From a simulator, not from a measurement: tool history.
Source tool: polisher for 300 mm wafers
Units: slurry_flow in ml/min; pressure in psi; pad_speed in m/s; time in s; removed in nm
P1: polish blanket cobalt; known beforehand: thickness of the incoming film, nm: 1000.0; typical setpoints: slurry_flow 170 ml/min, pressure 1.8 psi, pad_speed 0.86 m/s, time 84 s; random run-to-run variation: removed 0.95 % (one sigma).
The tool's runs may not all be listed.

| run | hour | slurry_flow | pressure | pad_speed | time | removed |
|---|---|---|---|---|---|---|
| 1 | 7.3 | 170 | 1.8 | 0.86 | 84 | 316.39 |
| 2 | 11.6 | 170 | 1.8 | 0.86 | 84 | 315.01 |
| 3 | 18.7 | 170 | 2.5 | 0.86 | 84 | 442.42 |
| 4 | 24.7 | 170 | 1.8 | 1.1 | 42 | 202.39 |
| 5 | 30 | 115 | 2.2 | 0.86 | 84 | 359.25 |
| 6 | 33.8 | 100 | 1.8 | 0.86 | 84 | 289.13 |
| 7 | 38 | 230 | 1.8 | 0.86 | 84 | 329.53 |
| 8 | 44.2 | 170 | 1.8 | 0.5 | 84 | 182.56 |
| 9 | 50.3 | 170 | 1.8 | 0.86 | 123 | 452.82 |
|  | 53.4 | slurry nozzle cleaned |
| 10 | 54.9 | 170 | 0.8 | 0.86 | 84 | 141.14 |
| 11 | 61.3 | 245 | 1.8 | 0.86 | 122 | 488.54 |
| 12 | 65.3 | 170 | 1.8 | 0.86 | 84 | 315.36 |
| 13 | 69.2 | 170 | 1.8 | 0.86 | 84 | 314.41 |
| 14 | 73.2 | 170 | 1.8 | 1.26 | 84 | 465 |
| 15 | 80.3 | 170 | 1.8 | 0.86 | 84 | 317.65 |
| 16 | 84.9 | 170 | 1.8 | 0.86 | 44 | 161.9 |
| 17 | 91 | 170 | 1.8 | 0.86 | 84 | 314.95 |
| 18 | 96.2 | 170 | 1.8 | 0.86 | 84 | 309.2 |

Predict the results of run 19:
| 19 | 102.7 | 170 | 1.8 | 0.86 | 84 | ? |

{"run 19": {"removed": 299.96}}
